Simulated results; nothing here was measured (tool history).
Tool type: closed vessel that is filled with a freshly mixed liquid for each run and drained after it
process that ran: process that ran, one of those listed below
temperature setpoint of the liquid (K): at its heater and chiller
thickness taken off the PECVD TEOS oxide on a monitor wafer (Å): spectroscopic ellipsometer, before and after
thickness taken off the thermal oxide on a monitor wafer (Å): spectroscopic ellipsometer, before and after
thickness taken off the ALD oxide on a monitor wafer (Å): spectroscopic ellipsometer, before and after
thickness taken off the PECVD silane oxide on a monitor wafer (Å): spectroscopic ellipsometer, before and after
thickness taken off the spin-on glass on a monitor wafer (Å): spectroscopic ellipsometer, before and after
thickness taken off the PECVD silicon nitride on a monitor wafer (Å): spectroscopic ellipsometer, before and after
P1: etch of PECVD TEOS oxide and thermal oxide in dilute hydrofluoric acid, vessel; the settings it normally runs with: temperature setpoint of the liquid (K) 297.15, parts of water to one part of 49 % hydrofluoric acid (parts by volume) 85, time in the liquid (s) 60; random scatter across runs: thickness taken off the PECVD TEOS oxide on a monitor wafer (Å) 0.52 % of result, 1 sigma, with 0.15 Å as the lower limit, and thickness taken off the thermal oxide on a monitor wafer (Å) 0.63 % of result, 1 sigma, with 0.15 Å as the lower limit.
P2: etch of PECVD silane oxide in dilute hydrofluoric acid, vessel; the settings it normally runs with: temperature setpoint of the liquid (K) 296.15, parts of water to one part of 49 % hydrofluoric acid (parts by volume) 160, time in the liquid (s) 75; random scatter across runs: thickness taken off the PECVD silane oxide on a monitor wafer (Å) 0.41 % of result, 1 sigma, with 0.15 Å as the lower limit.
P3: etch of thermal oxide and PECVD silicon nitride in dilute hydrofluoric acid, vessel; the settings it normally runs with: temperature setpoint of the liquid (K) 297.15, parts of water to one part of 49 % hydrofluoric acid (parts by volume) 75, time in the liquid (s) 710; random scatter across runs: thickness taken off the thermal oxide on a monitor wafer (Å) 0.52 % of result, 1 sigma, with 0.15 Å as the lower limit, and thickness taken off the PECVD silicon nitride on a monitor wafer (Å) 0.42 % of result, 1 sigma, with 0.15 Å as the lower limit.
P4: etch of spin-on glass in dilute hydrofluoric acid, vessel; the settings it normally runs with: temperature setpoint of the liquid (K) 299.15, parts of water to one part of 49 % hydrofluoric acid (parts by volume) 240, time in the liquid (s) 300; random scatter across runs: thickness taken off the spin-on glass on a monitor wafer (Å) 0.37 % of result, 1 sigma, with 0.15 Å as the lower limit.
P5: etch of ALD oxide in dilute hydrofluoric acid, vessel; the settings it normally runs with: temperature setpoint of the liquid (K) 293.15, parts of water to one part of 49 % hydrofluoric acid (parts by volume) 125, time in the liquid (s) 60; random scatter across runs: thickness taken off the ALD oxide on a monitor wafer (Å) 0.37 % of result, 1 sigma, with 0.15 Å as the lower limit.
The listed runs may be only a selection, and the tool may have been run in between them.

run	hour	process that ran	temperature setpoint of the liquid (K)	parts of water to one part of 49 % hydrofluoric acid (parts by volume)	time in the liquid (s)	thickness taken off the PECVD TEOS oxide on a monitor wafer (Å)	thickness taken off the thermal oxide on a monitor wafer (Å)	thickness taken off the ALD oxide on a monitor wafer (Å)	thickness taken off the PECVD silane oxide on a monitor wafer (Å)	thickness taken off the spin-on glass on a monitor wafer (Å)	thickness taken off the PECVD silicon nitride on a monitor wafer (Å)
1	10.9	P1	297.15	85	60	197.300	31.527				
2	17.2	P5	293.15	45	60			196.710			
3	29.6	P1	297.15	85	60	199.190	32.073				
4	36.2	P1	297.15	145	60	107.510	17.021				
5	42.5	P2	296.15	160	75				208.750		
6	50.3	P1	297.15	85	30	98.898	16.119				
7	57.9	P4	299.15	75	300					1216.70	
8	66.2	P1	297.15	20	60	915.670	148.030				
9	77.7	P4	299.15	240	300					312.41	
10	84.3	P5	293.15	125	60			64.769			
11	90.7	P4	291.15	240	300					232.57	
12	101.2	P2	296.15	50	75				764.890		
13	113.2	P1	292.15	85	60	160.700	26.253				
14	121.7	P2	296.15	160	75				209.390		
15	127.9	P4	299.15	240	495					515.70	
16	139.0	P2	296.15	160	30				83.954		
17	149.6	P1	297.15	85	60	194.990	31.687				
18	156.1	P1	297.15	85	60	195.050	31.497				
19	164.1	P3	297.15	75	1090		737.680				385.27
20	173.8	P3	297.15	75	710		474.430				251.29
21	187.4	P2	290.65	160	75				168.730		
22	194.3	P5	290.15	125	60			57.035			
23	201.0	P3	297.15	140	710		235.210				137.89

Run 24 comes next. What will it give?
24	209.9	P4	299.15	240	300					?	

thickness taken off the spin-on glass on a monitor wafer (Å): 312.78
